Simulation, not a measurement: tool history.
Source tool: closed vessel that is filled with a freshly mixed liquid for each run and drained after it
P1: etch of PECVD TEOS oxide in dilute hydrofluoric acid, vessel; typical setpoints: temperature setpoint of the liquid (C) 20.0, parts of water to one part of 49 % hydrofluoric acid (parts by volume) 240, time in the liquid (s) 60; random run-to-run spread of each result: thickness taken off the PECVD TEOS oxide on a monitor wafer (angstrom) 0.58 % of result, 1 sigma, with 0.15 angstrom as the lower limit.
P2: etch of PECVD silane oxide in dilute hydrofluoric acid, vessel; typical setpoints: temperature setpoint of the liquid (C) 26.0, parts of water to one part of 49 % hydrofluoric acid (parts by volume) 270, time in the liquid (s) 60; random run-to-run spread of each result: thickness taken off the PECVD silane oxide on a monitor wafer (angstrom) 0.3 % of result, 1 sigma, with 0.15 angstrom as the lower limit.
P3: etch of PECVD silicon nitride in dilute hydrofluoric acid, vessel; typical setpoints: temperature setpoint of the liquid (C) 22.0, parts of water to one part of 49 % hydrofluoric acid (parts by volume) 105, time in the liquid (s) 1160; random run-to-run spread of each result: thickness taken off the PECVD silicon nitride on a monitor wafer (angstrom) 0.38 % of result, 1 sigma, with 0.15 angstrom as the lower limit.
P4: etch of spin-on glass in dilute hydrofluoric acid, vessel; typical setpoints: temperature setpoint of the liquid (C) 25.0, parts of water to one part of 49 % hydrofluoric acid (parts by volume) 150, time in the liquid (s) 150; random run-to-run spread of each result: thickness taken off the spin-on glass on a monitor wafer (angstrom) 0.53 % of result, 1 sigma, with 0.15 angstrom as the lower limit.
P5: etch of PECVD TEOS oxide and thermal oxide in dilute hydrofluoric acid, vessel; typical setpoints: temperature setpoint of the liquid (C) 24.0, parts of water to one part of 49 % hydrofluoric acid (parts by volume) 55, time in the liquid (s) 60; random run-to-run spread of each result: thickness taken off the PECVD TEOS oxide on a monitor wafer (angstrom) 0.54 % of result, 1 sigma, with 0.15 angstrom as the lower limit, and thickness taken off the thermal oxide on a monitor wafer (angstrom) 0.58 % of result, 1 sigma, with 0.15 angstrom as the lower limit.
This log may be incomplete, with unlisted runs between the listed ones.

| run | day | process that ran | temperature setpoint of the liquid (C) | parts of water to one part of 49 % hydrofluoric acid (parts by volume) | time in the liquid (s) | hours since the thermometer was replaced | hours since the hydrofluoric acid flow meter was replaced | thickness taken off the PECVD TEOS oxide on a monitor wafer (angstrom) | thickness taken off the PECVD silicon nitride on a monitor wafer (angstrom) | thickness taken off the thermal oxide on a monitor wafer (angstrom) | thickness taken off the spin-on glass on a monitor wafer (angstrom) | thickness taken off the PECVD silane oxide on a monitor wafer (angstrom) |
|---|---|---|---|---|---|---|---|---|---|---|---|---|
| 1 | 0.329 | P1 | 20.0 | 240 | 60 | 342.5 | 288.2 | 48.474 |  |  |  |  |
| 2 | 0.825 | P1 | 20.0 | 240 | 90 | 354.4 | 300.1 | 72.945 |  |  |  |  |
| 3 | 1.104 | P1 | 20.0 | 240 | 60 | 361.1 | 306.8 | 48.719 |  |  |  |  |
| 4 | 1.546 | P3 | 22.0 | 105 | 1160 | 371.7 | 317.4 |  | 434.10 |  |  |  |
| 5 | 1.821 | P1 | 20.0 | 240 | 60 | 378.3 | 324.0 | 48.607 |  |  |  |  |
| 6 | 2.117 | P1 | 20.0 | 240 | 30 | 385.4 | 331.1 | 24.028 |  |  |  |  |
| 7 | 2.658 | P5 | 24.0 | 55 | 30 | 398.4 | 344.1 | 77.894 |  | 28.307 |  |  |
| 8 | 2.996 | P5 | 24.0 | 55 | 60 | 406.5 | 352.2 | 154.280 |  | 56.356 |  |  |
| 9 | 3.250 | P4 | 25.0 | 95 | 150 | 412.6 | 358.3 |  |  |  | 913.26 |  |
| 10 | 3.688 | P1 | 20.0 | 240 | 60 | 423.1 | 368.8 | 48.472 |  |  |  |  |
| 11 | 4.150 | P1 | 20.0 | 45 | 60 | 434.2 | 379.9 | 314.660 |  |  |  |  |
| 12 | 4.512 | P2 | 30.5 | 270 | 60 | 442.9 | 388.6 |  |  |  |  | 98.718 |
| 13 | 4.800 | P3 | 22.0 | 40 | 1160 | 449.8 | 395.5 |  | 1106.70 |  |  |  |
| 14 | 5.362 | P1 | 17.0 | 240 | 60 | 463.3 | 409.0 | 42.721 |  |  |  |  |
| 15 | 5.642 | P4 | 25.0 | 150 | 255 | 470.0 | 415.7 |  |  |  | 908.00 |  |
| 16 | 6.108 | P2 | 26.0 | 270 | 60 | 481.2 | 426.9 |  |  |  |  | 85.311 |
| 17 | 6.658 | P5 | 17.0 | 55 | 60 | 494.4 | 440.1 | 114.740 |  | 41.443 |  |  |
| 18 | 6.917 | P2 | 26.0 | 130 | 60 | 500.6 | 446.3 |  |  |  |  | 205.900 |
| 19 | 7.338 | P3 | 29.5 | 105 | 1160 | 510.7 | 456.4 |  | 701.55 |  |  |  |
| 20 | 7.850 | P3 | 22.0 | 105 | 2320 | 523.0 | 468.7 |  | 863.47 |  |  |  |
| 21 | 8.329 | P1 | 25.5 | 240 | 60 | 534.5 | 480.2 | 59.566 |  |  |  |  |
| 22 | 8.746 | P1 | 27.0 | 385 | 60 | 544.5 | 490.2 | 33.839 |  |  |  |  |
| 23 | 9.196 | P5 | 24.0 | 90 | 60 | 555.3 | 501.0 | 90.289 |  | 32.696 |  |  |
| 24 | 9.446 | P1 | 20.0 | 240 | 60 | 561.3 | 507.0 | 48.081 |  |  |  |  |
| 25 | 9.871 | P4 | 25.0 | 150 | 150 | 571.5 | 517.2 |  |  |  | 537.57 |  |
| 26 | 10.342 | P1 | 17.0 | 140 | 60 | 582.8 | 528.5 | 80.150 |  |  |  |  |

Run 27 comes next. What will it give?
| 27 | 10.658 | P1 | 20.0 | 420 | 60 | 590.4 | 536.1 | ? |  |  |  |  |

thickness taken off the PECVD TEOS oxide on a monitor wafer (angstrom): 23.664

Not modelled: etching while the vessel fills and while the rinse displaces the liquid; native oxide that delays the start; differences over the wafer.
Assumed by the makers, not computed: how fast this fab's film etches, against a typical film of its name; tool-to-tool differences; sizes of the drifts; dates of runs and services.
